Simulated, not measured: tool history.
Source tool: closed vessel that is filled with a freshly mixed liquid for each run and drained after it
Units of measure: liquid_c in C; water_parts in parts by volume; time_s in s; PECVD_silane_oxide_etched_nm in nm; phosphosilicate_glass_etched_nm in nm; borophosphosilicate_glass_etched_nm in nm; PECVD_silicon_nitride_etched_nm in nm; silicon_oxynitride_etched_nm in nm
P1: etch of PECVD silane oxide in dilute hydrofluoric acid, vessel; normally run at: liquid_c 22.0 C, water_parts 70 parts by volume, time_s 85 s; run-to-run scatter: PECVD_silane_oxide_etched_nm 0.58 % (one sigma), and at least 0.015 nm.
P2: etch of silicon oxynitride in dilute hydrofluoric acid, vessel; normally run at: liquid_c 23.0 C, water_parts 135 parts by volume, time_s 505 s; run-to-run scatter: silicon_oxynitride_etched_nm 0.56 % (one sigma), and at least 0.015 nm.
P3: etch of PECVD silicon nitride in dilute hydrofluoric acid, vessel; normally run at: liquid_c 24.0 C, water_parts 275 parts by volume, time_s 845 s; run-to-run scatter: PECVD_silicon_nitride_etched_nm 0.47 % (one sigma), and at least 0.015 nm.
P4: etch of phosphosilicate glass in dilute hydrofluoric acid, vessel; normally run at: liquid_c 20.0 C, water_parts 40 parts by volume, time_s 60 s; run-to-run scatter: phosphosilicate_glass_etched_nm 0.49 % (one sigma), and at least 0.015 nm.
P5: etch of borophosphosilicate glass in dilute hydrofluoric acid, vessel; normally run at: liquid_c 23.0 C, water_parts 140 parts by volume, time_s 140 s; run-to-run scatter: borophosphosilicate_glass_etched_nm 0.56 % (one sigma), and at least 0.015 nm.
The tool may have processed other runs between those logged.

run,hour,process,liquid_c,water_parts,time_s,hours since the thermometer was replaced,hours since the hydrofluoric acid flow meter was replaced,PECVD_silane_oxide_etched_nm,phosphosilicate_glass_etched_nm,borophosphosilicate_glass_etched_nm,PECVD_silicon_nitride_etched_nm,silicon_oxynitride_etched_nm
1,4.2,P1,22.0,70,85,1628.0,461.0,45.579,,,,
2,8.8,P1,22.0,70,85,1632.6,465.6,46.189,,,,
3,13.0,P4,17.0,40,60,1636.8,469.8,,226.14,,,
4,16.1,P5,23.0,140,210,1639.9,472.9,,,76.202,,
5,19.7,P3,24.0,275,845,1643.5,476.5,,,,11.5320,
6,22.2,P4,20.0,40,60,1646.0,479.0,,257.40,,,
7,25.4,P2,23.0,205,505,1649.2,482.2,,,,,10.750
8,29.4,P1,17.0,70,85,1653.2,486.2,37.562,,,,
9,34.3,P1,22.0,70,85,1658.1,491.1,46.119,,,,
10,37.4,P5,18.0,140,140,1661.2,494.2,,,41.701,,
11,40.5,P4,20.0,40,60,1664.3,497.3,,258.47,,,
12,44.6,P1,22.0,20,85,1668.4,501.4,172.450,,,,
13,49.5,P1,22.0,70,85,1673.3,506.3,46.268,,,,
14,54.0,P1,22.0,70,140,1677.8,510.8,75.680,,,,
15,58.2,P2,28.5,135,505,1682.0,515.0,,,,,22.079
16,63.0,P2,23.0,135,895,1686.8,519.8,,,,,30.623
17,67.4,P1,29.5,70,85,1691.2,524.2,62.131,,,,
18,69.7,P5,23.0,140,140,1693.5,526.5,,,50.867,,
19,72.8,P3,24.0,135,845,1696.6,529.6,,,,23.3560,
20,75.9,P5,23.0,235,140,1699.7,532.7,,,27.414,,
21,79.5,P2,23.0,135,505,1703.3,536.3,,,,,17.333
22,83.0,P1,22.0,70,85,1706.8,539.8,46.243,,,,
23,86.4,P1,22.0,95,50,1710.2,543.2,19.483,,,,
24,91.0,P4,20.0,40,30,1714.8,547.8,,129.35,,,
25,95.4,P3,31.5,275,845,1719.2,552.2,,,,17.8340,
26,97.7,P1,22.0,70,35,1721.5,554.5,18.976,,,,
27,101.6,P3,24.0,275,160,1725.4,558.4,,,,2.1711,
28,104.2,P1,22.0,125,85,1728.0,561.0,24.289,,,,
29,107.5,P4,20.0,60,60,1731.3,564.3,,167.30,,,
30,110.3,P1,22.0,70,85,1734.1,567.1,46.463,,,,
31,114.6,P1,22.0,70,85,1738.4,571.4,47.302,,,,
32,119.9,P1,22.0,70,85,1743.7,576.7,49.422,,,,
33,123.4,P1,22.0,70,85,1747.2,580.2,49.426,,,,
34,127.6,P1,22.0,70,85,1751.4,584.4,49.610,,,,
35,131.0,P1,22.0,70,85,1754.8,587.8,50.204,,,,
36,136.3,P1,22.0,70,85,1760.1,593.1,49.540,,,,
37,138.7,P1,22.0,70,85,1762.5,595.5,50.332,,,,
38,144.0,P1,22.0,70,85,1767.8,600.8,50.359,,,,

The output of P1 has drifted from where it used to be. Each of the 2 causes below, taken at the size shown beside it, accounts for the log equally well:
A: liquid hotter than its thermometer reads (K) = 2.17
B: hydrofluoric acid flow above the setpoint (%) = 8.5
At approximately hour 110.3, the process output began to creep.

Listed below are the offered check runs, one wafer per run, with question marks in place of results. For which of them would the causes give clearly different outcomes?
check 1,149.3,P4,20.0,40,60,,,,?,,,
check 2,149.3,P3,24.0,275,845,,,,,,?,
check 3,149.3,P5,23.0,140,140,,,,,?,,
check 4,149.3,P2,23.0,135,505,,,,,,,?

What each check would give under each cause:
check,result,if A,if B
check 1,phosphosilicate_glass_etched_nm,282.35,280.44
check 2,PECVD_silicon_nitride_etched_nm,13.1050,12.4490
check 3,borophosphosilicate_glass_etched_nm,55.454,56.047
check 4,silicon_oxynitride_etched_nm,19.020,18.822
Distance between the nearest two causes, measured in the result of the check that separates them most: check 1 0.68 %; check 2 5.13 %; check 3 1.06 %; check 4 1.04 %
The other checks would show nearly matching results whichever cause is true, so check 2 is the only one that separates the causes.

Check 2 has now been run. It gave: PECVD_silicon_nitride_etched_nm 13.0910 nm. Which of the candidate causes is it?

It is A: liquid hotter than its thermometer reads (K).

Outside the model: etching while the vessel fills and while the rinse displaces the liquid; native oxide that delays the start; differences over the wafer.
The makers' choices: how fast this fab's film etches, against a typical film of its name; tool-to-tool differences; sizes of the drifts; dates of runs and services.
